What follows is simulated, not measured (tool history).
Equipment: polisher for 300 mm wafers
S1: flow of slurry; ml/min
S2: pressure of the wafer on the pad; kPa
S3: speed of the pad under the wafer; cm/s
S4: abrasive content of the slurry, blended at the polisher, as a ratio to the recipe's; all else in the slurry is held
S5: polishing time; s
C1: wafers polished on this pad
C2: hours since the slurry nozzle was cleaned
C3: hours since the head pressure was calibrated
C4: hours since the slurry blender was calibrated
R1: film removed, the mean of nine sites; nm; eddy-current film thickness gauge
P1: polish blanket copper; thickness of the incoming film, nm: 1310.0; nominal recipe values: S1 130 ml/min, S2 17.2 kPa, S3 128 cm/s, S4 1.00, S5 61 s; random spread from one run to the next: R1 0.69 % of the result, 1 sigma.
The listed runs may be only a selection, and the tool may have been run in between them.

{"run": 1, "day": 0.179, "S1": 130, "S2": 17.2, "S3": 128, "S4": 1.0, "S5": 61, "C1": 341, "C2": 361.9, "C3": 815.1, "C4": 295.4, "R1": 194.06}
{"run": 2, "day": 0.338, "S1": 130, "S2": 17.2, "S3": 128, "S4": 1.0, "S5": 61, "C1": 372, "C2": 365.7, "C3": 818.9, "C4": 299.2, "R1": 196.42}
{"run": 3, "day": 0.5, "S1": 130, "S2": 17.2, "S3": 58, "S4": 1.0, "S5": 61, "C1": 403, "C2": 369.6, "C3": 822.8, "C4": 303.1, "R1": 89.065}
{"run": 4, "day": 0.646, "S1": 200, "S2": 17.2, "S3": 128, "S4": 1.0, "S5": 61, "C1": 432, "C2": 373.1, "C3": 826.3, "C4": 306.6, "R1": 210.45}
{"run": 5, "day": 0.775, "S1": 130, "S2": 17.2, "S3": 200, "S4": 1.0, "S5": 61, "C1": 457, "C2": 376.2, "C3": 829.4, "C4": 309.7, "R1": 304.39}
{"run": 6, "day": 0.962, "S1": 130, "S2": 17.2, "S3": 128, "S4": 1.0, "S5": 61, "C1": 494, "C2": 380.7, "C3": 833.9, "C4": 314.2, "R1": 196.82}
{"run": 7, "day": 1.15, "S1": 80, "S2": 17.2, "S3": 128, "S4": 1.45, "S5": 61, "C1": 530, "C2": 385.2, "C3": 838.4, "C4": 318.7, "R1": 188.59}
{"run": 8, "day": 1.279, "S1": 130, "S2": 17.2, "S3": 128, "S4": 0.7, "S5": 61, "C1": 555, "C2": 388.3, "C3": 841.5, "C4": 321.8, "R1": 180.18}
{"run": 9, "day": 1.492, "S1": 130, "S2": 17.2, "S3": 128, "S4": 1.0, "S5": 29, "C1": 597, "C2": 393.4, "C3": 846.6, "C4": 326.9, "R1": 93.571}
{"run": 10, "day": 1.688, "S1": 130, "S2": 17.2, "S3": 128, "S4": 1.0, "S5": 89, "C1": 635, "C2": 398.1, "C3": 851.3, "C4": 331.6, "R1": 284.3}
{"run": 11, "day": 1.812, "S1": 130, "S2": 17.2, "S3": 128, "S4": 1.0, "S5": 61, "C1": 659, "C2": 401.1, "C3": 854.3, "C4": 334.6, "R1": 194.72}
{"run": 12, "day": 2.017, "S1": 130, "S2": 17.2, "S3": 128, "S4": 1.0, "S5": 61, "C1": 699, "C2": 406.0, "C3": 859.2, "C4": 339.5, "R1": 198.36}
{"run": 13, "day": 2.121, "S1": 80, "S2": 17.2, "S3": 128, "S4": 1.0, "S5": 61, "C1": 719, "C2": 408.5, "C3": 861.7, "C4": 342.0, "R1": 171.68}
{"run": 14, "day": 2.262, "S1": 85, "S2": 17.2, "S3": 180, "S4": 1.0, "S5": 61, "C1": 747, "C2": 411.9, "C3": 865.1, "C4": 345.4, "R1": 246.53}
{"run": 15, "day": 2.45, "S1": 130, "S2": 17.2, "S3": 186, "S4": 1.0, "S5": 89, "C1": 783, "C2": 416.4, "C3": 869.6, "C4": 349.9, "R1": 407.12}
{"run": 16, "day": 2.633, "S1": 130, "S2": 17.2, "S3": 128, "S4": 1.45, "S5": 61, "C1": 819, "C2": 420.8, "C3": 874.0, "C4": 354.3, "R1": 212.09}
{"run": 17, "day": 2.846, "S1": 130, "S2": 17.2, "S3": 128, "S4": 1.0, "S5": 61, "C1": 861, "C2": 425.9, "C3": 879.1, "C4": 359.4, "R1": 196.42}
{"run": 18, "day": 2.996, "S1": 130, "S2": 26.9, "S3": 128, "S4": 1.0, "S5": 61, "C1": 890, "C2": 429.5, "C3": 882.7, "C4": 363.0, "R1": 306.56}
{"run": 19, "day": 3.175, "S1": 130, "S2": 12.4, "S3": 128, "S4": 1.0, "S5": 61, "C1": 925, "C2": 433.8, "C3": 887.0, "C4": 367.3, "R1": 141.94}
{"run": 20, "day": 3.388, "S1": 130, "S2": 17.2, "S3": 128, "S4": 1.0, "S5": 61, "C1": 966, "C2": 438.9, "C3": 892.1, "C4": 372.4, "R1": 196.33}
{"run": 21, "day": 3.5, "S1": 130, "S2": 17.2, "S3": 128, "S4": 1.0, "S5": 61, "C1": 988, "C2": 441.6, "C3": 894.8, "C4": 375.1, "R1": 190.77}
{"run": 22, "day": 3.638, "S1": 130, "S2": 17.2, "S3": 128, "S4": 1.0, "S5": 61, "C1": 1015, "C2": 444.9, "C3": 898.1, "C4": 378.4, "R1": 187.1}
{"run": 23, "day": 3.858, "S1": 130, "S2": 17.2, "S3": 128, "S4": 1.0, "S5": 61, "C1": 1058, "C2": 450.2, "C3": 903.4, "C4": 383.7, "R1": 182.3}
{"run": 24, "day": 3.983, "S1": 130, "S2": 17.2, "S3": 128, "S4": 1.0, "S5": 61, "C1": 1082, "C2": 453.2, "C3": 906.4, "C4": 386.7, "R1": 180.56}
{"run": 25, "day": 4.196, "S1": 130, "S2": 17.2, "S3": 128, "S4": 1.0, "S5": 61, "C1": 1124, "C2": 458.3, "C3": 911.5, "C4": 391.8, "R1": 178.24}
{"run": 26, "day": 4.354, "S1": 130, "S2": 17.2, "S3": 128, "S4": 1.0, "S5": 61, "C1": 1155, "C2": 462.1, "C3": 915.3, "C4": 395.6, "R1": 176.74}
{"run": 27, "day": 4.546, "S1": 130, "S2": 17.2, "S3": 128, "S4": 1.0, "S5": 61, "C1": 1192, "C2": 466.7, "C3": 919.9, "C4": 400.2, "R1": 176.64}
{"day": 4.667, "done": "slurry blender recalibrated"}
{"run": 28, "day": 4.679, "S1": 130, "S2": 17.2, "S3": 128, "S4": 1.0, "S5": 61, "C1": 1218, "C2": 469.9, "C3": 923.1, "C4": 0.3, "R1": 175.69}
{"day": 4.717, "done": "head pressure recalibrated"}
{"run": 29, "day": 4.838, "S1": 130, "S2": 17.2, "S3": 128, "S4": 1.0, "S5": 61, "C1": 1249, "C2": 473.7, "C3": 3.0, "C4": 4.1, "R1": 174.54}
{"run": 30, "day": 4.992, "S1": 130, "S2": 17.2, "S3": 128, "S4": 1.0, "S5": 61, "C1": 1279, "C2": 477.4, "C3": 6.7, "C4": 7.8, "R1": 175.34}
{"run": 31, "day": 5.196, "S1": 130, "S2": 17.2, "S3": 128, "S4": 1.0, "S5": 61, "C1": 1319, "C2": 482.3, "C3": 11.6, "C4": 12.7, "R1": 175.93}

P1 has crept away from where it was. The log is fitted equally well by each of these 2 causes, at the sizes shown:
A: removal rate lost through wear of the pad, % = 10.5
B: slurry flow missing at the pad, % = 36.5
At approximately day 3.388, the process output began to creep.
All other causes, with the reason each is excluded:
head's pressure below its setpoint, %: serviced at day 4.717, which brought nothing back
abrasive missing from the slurry, %: serviced at day 4.667, which brought nothing back

The 4 check runs listed below each average the results of 5 wafers, and their outcomes are marked with question marks. Under which run would the listed causes produce clearly different results?
{"run": "check 1", "day": 5.4, "S1": 130, "S2": 17.2, "S3": 96, "S4": 1.0, "S5": 43, "R1": "?"}
{"run": "check 2", "day": 5.4, "S1": 100, "S2": 17.2, "S3": 128, "S4": 1.3, "S5": 61, "R1": "?"}
{"run": "check 3", "day": 5.4, "S1": 130, "S2": 17.2, "S3": 128, "S4": 1.4, "S5": 61, "R1": "?"}
{"run": "check 4", "day": 5.4, "S1": 130, "S2": 17.2, "S3": 128, "S4": 1.3, "S5": 61, "R1": "?"}

If the cause were each of the candidates in turn, the checks would give the following:
check=check_1 result=R1 if_A=92.657 if_B=92.678
check=check_2 result=R1 if_A=175.010 if_B=170.190
check=check_3 result=R1 if_A=188.630 if_B=188.670
check=check_4 result=R1 if_A=185.550 if_B=185.600
Separation of the two closest causes in each check, using whichever result separates them best: check 1 0.02 %; check 2 2.8 %; check 3 0.02 %; check 4 0.02 %
Of the check runs offered, only check 2 discriminates between the causes; the rest would read about the same regardless of which cause applies.

Then check 2 was run and gave: R1 175.500 nm. Which cause is it?

Of the candidate causes, it is A: removal rate lost through wear of the pad, %.

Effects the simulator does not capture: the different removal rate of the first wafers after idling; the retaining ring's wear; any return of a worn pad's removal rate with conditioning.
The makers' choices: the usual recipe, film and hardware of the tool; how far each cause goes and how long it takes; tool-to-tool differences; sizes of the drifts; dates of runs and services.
